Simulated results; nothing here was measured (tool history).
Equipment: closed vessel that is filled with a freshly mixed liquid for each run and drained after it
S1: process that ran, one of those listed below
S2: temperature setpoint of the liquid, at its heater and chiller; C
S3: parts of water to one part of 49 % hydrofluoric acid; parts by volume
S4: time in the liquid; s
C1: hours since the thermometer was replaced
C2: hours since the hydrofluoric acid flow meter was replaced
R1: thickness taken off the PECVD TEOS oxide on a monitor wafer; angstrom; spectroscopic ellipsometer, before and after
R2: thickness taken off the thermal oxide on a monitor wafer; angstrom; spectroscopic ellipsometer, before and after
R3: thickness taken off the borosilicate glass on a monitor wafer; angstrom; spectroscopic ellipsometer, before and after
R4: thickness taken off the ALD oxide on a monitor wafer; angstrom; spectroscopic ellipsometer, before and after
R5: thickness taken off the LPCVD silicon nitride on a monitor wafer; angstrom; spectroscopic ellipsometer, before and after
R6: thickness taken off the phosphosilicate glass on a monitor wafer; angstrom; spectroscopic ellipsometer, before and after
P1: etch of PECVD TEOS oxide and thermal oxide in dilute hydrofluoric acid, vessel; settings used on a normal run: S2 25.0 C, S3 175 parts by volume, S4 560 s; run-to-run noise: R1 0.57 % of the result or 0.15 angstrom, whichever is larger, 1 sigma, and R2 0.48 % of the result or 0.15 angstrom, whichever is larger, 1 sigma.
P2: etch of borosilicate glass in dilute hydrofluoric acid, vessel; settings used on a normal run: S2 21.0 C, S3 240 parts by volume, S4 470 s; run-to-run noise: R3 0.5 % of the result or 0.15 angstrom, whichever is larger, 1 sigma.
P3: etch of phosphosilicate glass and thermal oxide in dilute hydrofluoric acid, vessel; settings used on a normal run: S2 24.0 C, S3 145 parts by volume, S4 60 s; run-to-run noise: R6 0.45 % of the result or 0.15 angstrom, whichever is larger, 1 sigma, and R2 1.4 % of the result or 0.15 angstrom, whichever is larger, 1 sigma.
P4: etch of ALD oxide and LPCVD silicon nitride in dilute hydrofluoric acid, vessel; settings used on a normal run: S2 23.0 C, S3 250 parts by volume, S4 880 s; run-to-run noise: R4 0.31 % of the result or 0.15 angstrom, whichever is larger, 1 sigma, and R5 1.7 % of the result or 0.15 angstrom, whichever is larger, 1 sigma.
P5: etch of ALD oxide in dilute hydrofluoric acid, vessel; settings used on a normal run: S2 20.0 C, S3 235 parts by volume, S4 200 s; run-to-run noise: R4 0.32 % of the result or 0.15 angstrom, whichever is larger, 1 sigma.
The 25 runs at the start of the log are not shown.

| run | hour | S1 | S2 | S3 | S4 | C1 | C2 | R1 | R2 | R3 | R4 | R5 | R6 |
|---|---|---|---|---|---|---|---|---|---|---|---|---|---|
| 26 | 118.9 | P5 | 20.0 | 430 | 200 | 465.2 | 1220.8 |  |  |  | 27.707 |  |  |
| 27 | 123.2 | P1 | 32.5 | 175 | 560 | 469.5 | 1225.1 | 584.890 | 173.2700 |  |  |  |  |
| 28 | 127.6 | P4 | 23.0 | 405 | 880 | 473.9 | 1229.5 |  |  |  | 158.340 | 9.5359 |  |
| 29 | 132.1 | P2 | 21.0 | 90 | 470 | 478.4 | 1234.0 |  |  | 1134.80 |  |  |  |
| 30 | 137.6 | P1 | 25.0 | 175 | 560 | 483.9 | 1239.5 | 443.570 | 134.3400 |  |  |  |  |
| 31 | 143.8 | P1 | 25.0 | 75 | 560 | 490.1 | 1245.7 | 1184.800 | 349.9500 |  |  |  |  |
| 32 | 149.0 | P5 | 17.0 | 235 | 200 | 495.3 | 1250.9 |  |  |  | 53.721 |  |  |
| 33 | 152.0 | P2 | 26.0 | 240 | 470 | 498.3 | 1253.9 |  |  | 437.20 |  |  |  |
| 34 | 158.3 | P1 | 25.0 | 175 | 560 | 504.6 | 1260.2 | 449.340 | 132.8900 |  |  |  |  |
| 35 | 163.3 | P1 | 25.0 | 175 | 560 | 509.6 | 1265.2 | 454.170 | 136.9400 |  |  |  |  |
| 36 | 168.1 | P1 | 25.0 | 175 | 560 | 514.4 | 1270.0 | 461.890 | 138.6600 |  |  |  |  |

Run 37 is up next; what results do you expect?
| 37 | 172.5 | P1 | 25.0 | 175 | 560 | 518.8 | 1274.4 | ? | ? |  |  |  |  |

R1: 471.760 angstrom
R2: 138.9000 angstrom
